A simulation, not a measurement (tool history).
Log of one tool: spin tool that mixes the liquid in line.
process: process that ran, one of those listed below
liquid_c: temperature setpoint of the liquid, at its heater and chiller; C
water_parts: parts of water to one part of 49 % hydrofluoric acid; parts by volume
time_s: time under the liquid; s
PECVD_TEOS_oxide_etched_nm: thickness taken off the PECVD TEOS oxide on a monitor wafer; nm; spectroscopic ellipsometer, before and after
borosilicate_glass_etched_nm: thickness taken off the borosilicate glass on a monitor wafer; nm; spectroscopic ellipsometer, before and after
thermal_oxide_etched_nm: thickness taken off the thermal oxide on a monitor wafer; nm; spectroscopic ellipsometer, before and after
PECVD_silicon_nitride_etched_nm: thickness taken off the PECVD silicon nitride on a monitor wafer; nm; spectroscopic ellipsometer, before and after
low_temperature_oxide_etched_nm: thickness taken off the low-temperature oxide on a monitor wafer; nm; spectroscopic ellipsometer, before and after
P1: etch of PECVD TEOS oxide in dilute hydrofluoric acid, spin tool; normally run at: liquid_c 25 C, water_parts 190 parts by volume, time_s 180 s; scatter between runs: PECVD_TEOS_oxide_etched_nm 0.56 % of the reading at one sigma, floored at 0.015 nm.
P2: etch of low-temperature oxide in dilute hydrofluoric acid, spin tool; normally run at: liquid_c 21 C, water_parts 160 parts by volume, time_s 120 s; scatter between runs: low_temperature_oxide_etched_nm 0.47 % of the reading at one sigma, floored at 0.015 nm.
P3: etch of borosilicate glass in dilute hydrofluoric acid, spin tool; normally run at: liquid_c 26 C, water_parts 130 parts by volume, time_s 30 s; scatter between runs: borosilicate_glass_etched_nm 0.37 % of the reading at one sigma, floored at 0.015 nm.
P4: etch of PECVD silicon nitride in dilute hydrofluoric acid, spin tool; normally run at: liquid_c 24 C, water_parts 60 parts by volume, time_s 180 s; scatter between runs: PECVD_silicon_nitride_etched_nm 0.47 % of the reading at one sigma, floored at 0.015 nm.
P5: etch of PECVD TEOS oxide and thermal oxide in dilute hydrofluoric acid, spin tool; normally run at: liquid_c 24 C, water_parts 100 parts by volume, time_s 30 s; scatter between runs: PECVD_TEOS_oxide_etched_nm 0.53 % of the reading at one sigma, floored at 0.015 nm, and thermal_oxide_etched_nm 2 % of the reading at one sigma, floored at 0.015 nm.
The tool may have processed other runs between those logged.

run   hour  process  liquid_c  water_parts  time_s  PECVD_TEOS_oxide_etched_nm  borosilicate_glass_etched_nm  thermal_oxide_etched_nm  PECVD_silicon_nitride_etched_nm  low_temperature_oxide_etched_nm
  1    4.3       P1        25          190     180                      16.834
  2    8.5       P3        26          130      30                                                     9.787
  3   12.8       P1      28.5          130     180                      30.299
  4   15.4       P5        24          100      50                      14.338                                                 2.3562
  5   17.5       P1      18.5          190     180                      13.252
  6   20.2       P5        24          100      30                       8.544                                                 1.3604
  7   24.7       P3      18.5          130      30                                                    7.2979
  8   26.9       P4        24           60      15                                                                                                             0.61763
  9   29.5       P1        25          190     180                      16.828
 10   32.1       P1        21          190     330                      26.705
 11     36       P1        25          295     180                      9.8081
 12   38.6       P3        26          130      45                                                    14.594
 13   42.8       P4        24           60     180                                                                                                              7.5857
 14   45.1       P4        29           60     180                                                                                                              10.568
 15   48.4       P1        25          190     180                      17.101
 16   50.6       P3        26           60      30                                                    23.224
 17   54.8       P5        28          100      30                      10.136                                                 1.6004
 18     59       P1        25          190     180                      16.919
 19   61.3       P1        25          190     180                      16.908
 20   65.8       P1        25          190      15                      1.3926
 21   68.1       P1        25           60     180                      62.862
 22   71.4       P2        21          160     120                                                                                                                                               16.762
 23     74       P1        32          190     180                       21.63
 24     77       P4        24           60     180                                                                                                              7.5809
      79.7  -- thermometer replaced
 25   81.4       P5        24          175      30                      4.4943                                                0.72621
 26   84.5       P2        21          160      65                                                                                                                                                 9.12
 27   88.8       P1        25          190     180                       17.14
 28   93.4       P2        21           90     120                                                                                                                                               32.221
 29   96.3       P3        26          130      30                                                    9.7321
 30  100.1       P2      28.5          160     120                                                                                                                                               22.272
 31  103.1       P1        25          190     275                        26.1
 32  105.7       P5        24          100      30                      8.6177                                                 1.4097

What does the tool deliver on the next run?
 33  110.5       P4        24          110     180                                                                                                                   ?

{"run 33": {"PECVD_silicon_nitride_etched_nm": 4.2018}}
